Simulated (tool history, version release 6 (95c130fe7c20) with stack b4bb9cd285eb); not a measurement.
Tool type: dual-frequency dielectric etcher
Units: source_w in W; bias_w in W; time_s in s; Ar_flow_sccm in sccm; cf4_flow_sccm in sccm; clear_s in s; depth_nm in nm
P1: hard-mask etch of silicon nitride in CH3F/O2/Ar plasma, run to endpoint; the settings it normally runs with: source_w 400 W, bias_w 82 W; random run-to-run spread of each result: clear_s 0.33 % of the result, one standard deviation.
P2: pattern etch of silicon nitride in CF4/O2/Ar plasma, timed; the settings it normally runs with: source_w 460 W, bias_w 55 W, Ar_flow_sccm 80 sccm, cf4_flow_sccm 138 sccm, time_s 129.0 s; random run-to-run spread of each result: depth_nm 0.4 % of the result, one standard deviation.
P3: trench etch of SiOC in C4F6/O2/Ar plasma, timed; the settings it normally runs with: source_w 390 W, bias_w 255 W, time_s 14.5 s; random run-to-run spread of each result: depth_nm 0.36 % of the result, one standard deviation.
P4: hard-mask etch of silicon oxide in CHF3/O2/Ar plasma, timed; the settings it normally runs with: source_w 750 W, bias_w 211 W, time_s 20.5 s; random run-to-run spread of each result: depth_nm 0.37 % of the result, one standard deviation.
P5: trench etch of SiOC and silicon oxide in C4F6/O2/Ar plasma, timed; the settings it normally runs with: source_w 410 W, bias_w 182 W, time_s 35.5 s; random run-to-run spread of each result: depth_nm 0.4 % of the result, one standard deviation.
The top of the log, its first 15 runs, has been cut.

run,hour,process,source_w,bias_w,time_s,Ar_flow_sccm,cf4_flow_sccm,hours since the last wet clean,hours since the last source power generator calibration,hours since the last bias power generator calibration,clear_s,depth_nm
16,93.6,P5,290,182,35.5,,,371.2,38.5,393.9,,62.950
17,98.4,P4,750,134,20.5,,,376.0,43.3,398.7,,40.099
18,103.9,P5,410,182,35.5,,,381.5,48.8,404.2,,72.512
19,108.8,P1,280,82,,,,386.4,53.7,409.1,66.954,
20,115.1,P3,390,255,8.0,,,392.7,60.0,415.4,,19.038
21,119.4,P2,460,55,129.0,80,138,397.0,64.3,419.7,,255.000
22,124.3,P2,460,55,129.0,80,138,401.9,69.2,424.6,,254.970
23,129.8,P4,750,211,20.5,,,407.4,74.7,430.1,,46.487
24,134.8,P1,400,97,,,,412.4,79.7,435.1,54.765,
25,140.1,P1,520,112,,,,417.7,85.0,440.4,47.390,
26,145.9,P1,400,82,,,,423.5,90.8,446.2,58.307,
27,152.9,P1,490,82,,,,430.5,97.8,453.2,53.872,
28,157.1,P2,460,67,129.0,80,138,434.7,102.0,457.4,,275.510

For run 29, what comes out?
29,163.3,P1,400,55,,,,440.9,108.2,463.6,?,

For run 29 the tool returned clear_s 66.822 s.
